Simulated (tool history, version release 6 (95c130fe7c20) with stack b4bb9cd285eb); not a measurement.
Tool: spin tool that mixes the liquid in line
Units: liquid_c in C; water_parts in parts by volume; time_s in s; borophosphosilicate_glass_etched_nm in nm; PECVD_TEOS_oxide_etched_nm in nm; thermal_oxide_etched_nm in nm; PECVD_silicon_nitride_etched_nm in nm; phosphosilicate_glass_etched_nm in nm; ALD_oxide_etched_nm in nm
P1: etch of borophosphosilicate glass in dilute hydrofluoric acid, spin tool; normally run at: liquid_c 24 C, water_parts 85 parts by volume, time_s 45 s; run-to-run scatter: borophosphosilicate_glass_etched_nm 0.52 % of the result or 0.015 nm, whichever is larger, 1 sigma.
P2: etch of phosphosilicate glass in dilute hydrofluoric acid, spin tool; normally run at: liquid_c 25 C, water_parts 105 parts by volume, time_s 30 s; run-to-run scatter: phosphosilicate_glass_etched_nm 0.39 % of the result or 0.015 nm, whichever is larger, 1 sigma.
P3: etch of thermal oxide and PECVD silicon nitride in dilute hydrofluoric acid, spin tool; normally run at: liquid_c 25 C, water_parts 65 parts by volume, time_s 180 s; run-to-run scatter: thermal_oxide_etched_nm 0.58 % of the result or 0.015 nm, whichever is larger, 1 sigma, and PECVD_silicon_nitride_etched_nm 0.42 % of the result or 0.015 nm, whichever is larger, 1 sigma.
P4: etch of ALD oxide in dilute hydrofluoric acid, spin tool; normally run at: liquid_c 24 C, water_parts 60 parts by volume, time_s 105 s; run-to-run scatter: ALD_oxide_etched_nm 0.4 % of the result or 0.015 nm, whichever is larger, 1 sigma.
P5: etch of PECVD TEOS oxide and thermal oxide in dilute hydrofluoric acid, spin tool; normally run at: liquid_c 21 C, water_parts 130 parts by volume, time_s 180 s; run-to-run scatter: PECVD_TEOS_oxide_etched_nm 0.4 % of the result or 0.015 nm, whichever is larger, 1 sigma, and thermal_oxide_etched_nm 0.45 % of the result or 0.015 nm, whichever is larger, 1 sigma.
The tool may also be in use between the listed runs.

| run | hour | process | liquid_c | water_parts | time_s | hours since the thermometer was replaced | hours since the hydrofluoric acid flow meter was replaced | borophosphosilicate_glass_etched_nm | PECVD_TEOS_oxide_etched_nm | thermal_oxide_etched_nm | PECVD_silicon_nitride_etched_nm | phosphosilicate_glass_etched_nm | ALD_oxide_etched_nm |
|---|---|---|---|---|---|---|---|---|---|---|---|---|---|
| 1 | 8.2 | P1 | 24 | 85 | 45 | 915.1 | 375.8 | 25.31 |  |  |  |  |  |
| 2 | 14.1 | P5 | 21 | 130 | 75 | 921 | 381.7 |  | 9.1835 | 2.1573 |  |  |  |
| 3 | 21.7 | P1 | 24 | 55 | 45 | 928.6 | 389.3 | 40.658 |  |  |  |  |  |
| 4 | 27.2 | P1 | 24 | 85 | 45 | 934.1 | 394.8 | 25.404 |  |  |  |  |  |
| 5 | 32.4 | P3 | 25 | 65 | 340 | 939.3 | 400 |  |  | 27.589 | 13.593 |  |  |
| 6 | 41.6 | P5 | 21 | 130 | 180 | 948.5 | 409.2 |  | 21.964 | 5.1852 |  |  |  |
| 7 | 50.1 | P2 | 31 | 105 | 30 | 957 | 417.7 |  |  |  |  | 26.609 |  |
| 8 | 57 | P2 | 25 | 105 | 60 | 963.9 | 424.6 |  |  |  |  | 41.972 |  |
| 9 | 64.4 | P4 | 24 | 60 | 105 | 971.3 | 432 |  |  |  |  |  | 22.218 |
| 10 | 70.7 | P4 | 24 | 100 | 105 | 977.6 | 438.3 |  |  |  |  |  | 12.74 |
| 11 | 77.9 | P5 | 28 | 130 | 180 | 984.8 | 445.5 |  | 28.82 | 6.8836 |  |  |  |
| 12 | 82.4 | P1 | 24 | 85 | 45 | 989.3 | 450 | 25.225 |  |  |  |  |  |
| 13 | 88.8 | P1 | 24 | 85 | 45 | 995.7 | 456.4 | 25.424 |  |  |  |  |  |
| 14 | 93.1 | P1 | 24 | 145 | 45 | 1000 | 460.7 | 13.809 |  |  |  |  |  |
| 15 | 100.8 | P3 | 25 | 30 | 180 | 1007.7 | 468.4 |  |  | 33.102 | 15.272 |  |  |
| 16 | 106.7 | P1 | 24 | 85 | 15 | 1013.6 | 474.3 | 8.5164 |  |  |  |  |  |
| 17 | 114.9 | P5 | 21 | 235 | 180 | 1021.8 | 482.5 |  | 10.884 | 2.6018 |  |  |  |
| 18 | 123.3 | P4 | 24 | 60 | 15 | 1030.2 | 490.9 |  |  |  |  |  | 3.1828 |
| 19 | 127.6 | P2 | 25 | 165 | 30 | 1034.5 | 495.2 |  |  |  |  | 12.445 |  |
| 20 | 132.9 | P3 | 18.5 | 65 | 180 | 1039.8 | 500.5 |  |  | 11.071 | 4.6319 |  |  |
| 21 | 141.4 | P1 | 20.5 | 115 | 45 | 1048.3 | 509 | 15.744 |  |  |  |  |  |
| 22 | 148.9 | P1 | 24 | 85 | 45 | 1055.8 | 516.5 | 25.408 |  |  |  |  |  |
| 23 | 153.5 | P1 | 28 | 50 | 45 | 1060.4 | 521.1 | 52.741 |  |  |  |  |  |
| 24 | 161.9 | P1 | 24 | 85 | 65 | 1068.8 | 529.5 | 36.702 |  |  |  |  |  |
| 25 | 170.8 | P2 | 25 | 105 | 30 | 1077.7 | 538.4 |  |  |  |  | 21.011 |  |
| 26 | 179.6 | P1 | 30.5 | 85 | 45 | 1086.5 | 547.2 | 32.796 |  |  |  |  |  |
| 27 | 185.8 | P1 | 24 | 85 | 45 | 1092.7 | 553.4 | 25.332 |  |  |  |  |  |
| 28 | 190.3 | P4 | 19 | 60 | 105 | 1097.2 | 557.9 |  |  |  |  |  | 18.224 |
| 29 | 194.7 | P3 | 25 | 65 | 180 | 1101.6 | 562.3 |  |  | 14.467 | 7.1254 |  |  |
| 30 | 204 | P1 | 18.5 | 85 | 45 | 1110.9 | 571.6 | 20.244 |  |  |  |  |  |
| 31 | 210.5 | P1 | 24 | 150 | 25 | 1117.4 | 578.1 | 7.4022 |  |  |  |  |  |
| 32 | 217.9 | P5 | 21 | 130 | 180 | 1124.8 | 585.5 |  | 21.964 | 5.2716 |  |  |  |
| 33 | 223.8 | P1 | 24 | 85 | 45 | 1130.7 | 591.4 | 25.44 |  |  |  |  |  |
| 34 | 229.4 | P1 | 24 | 85 | 45 | 1136.3 | 597 | 26.105 |  |  |  |  |  |
| 35 | 235.3 | P1 | 24 | 85 | 45 | 1142.2 | 602.9 | 26.681 |  |  |  |  |  |
| 36 | 239.4 | P1 | 24 | 85 | 45 | 1146.3 | 607 | 26.756 |  |  |  |  |  |
| 37 | 244.3 | P1 | 24 | 85 | 45 | 1151.2 | 611.9 | 27.265 |  |  |  |  |  |
| 38 | 248.7 | P1 | 24 | 85 | 45 | 1155.6 | 616.3 | 27.337 |  |  |  |  |  |
| 39 | 254.5 | P1 | 24 | 85 | 45 | 1161.4 | 622.1 | 27.612 |  |  |  |  |  |
| 40 | 262.7 | P1 | 24 | 85 | 45 | 1169.6 | 630.3 | 27.492 |  |  |  |  |  |
| 41 | 267.8 | P1 | 24 | 85 | 45 | 1174.7 | 635.4 | 27.704 |  |  |  |  |  |
| 42 | 274.6 | P1 | 24 | 85 | 45 | 1181.5 | 642.2 | 27.551 |  |  |  |  |  |
| 43 | 280.1 | P1 | 24 | 85 | 45 | 1187 | 647.7 | 27.962 |  |  |  |  |  |
| 44 | 289.1 | P1 | 24 | 85 | 45 | 1196 | 656.7 | 27.678 |  |  |  |  |  |

What P1 gives has crept away from where it was. These 2 causes fit the log equally well, each at the size given:
A: liquid hotter than its thermometer reads (K) = 2.29
B: hydrofluoric acid flow above the setpoint (%) = 8.58
The creep began at about hour 223.8.

4 check runs are offered, one wafer each, their results left as question marks. Which one tells the causes apart?
| check 1 | 298.1 | P5 | 21 | 130 | 180 |  |  |  | ? | ? |  |  |  |
| check 2 | 298.1 | P2 | 25 | 105 | 30 |  |  |  |  |  |  | ? |  |
| check 3 | 298.1 | P4 | 24 | 60 | 105 |  |  |  |  |  |  |  | ? |
| check 4 | 298.1 | P3 | 25 | 65 | 180 |  |  |  |  | ? | ? |  |  |

What each check would give under each cause:
| check | result | if A | if B |
|---|---|---|---|
| check 1 | PECVD_TEOS_oxide_etched_nm | 24.129 | 24.207 |
| check 1 | thermal_oxide_etched_nm | 5.756 | 5.7746 |
| check 2 | phosphosilicate_glass_etched_nm | 23.03 | 23.126 |
| check 3 | ALD_oxide_etched_nm | 24.484 | 24.384 |
| check 4 | thermal_oxide_etched_nm | 15.967 | 15.931 |
| check 4 | PECVD_silicon_nitride_etched_nm | 8.3625 | 7.7991 |
How far apart the two closest causes lie, in the result that separates them most: check 1 0.32 %; check 2 0.42 %; check 3 0.41 %; check 4 6.98 %
Only check 4 tells the causes apart: in the others they would give nearly the same result.

Then check 4 was run and gave: thermal_oxide_etched_nm 15.788 nm; PECVD_silicon_nitride_etched_nm 8.3403 nm. Which cause is it?

It is A: liquid hotter than its thermometer reads (K).
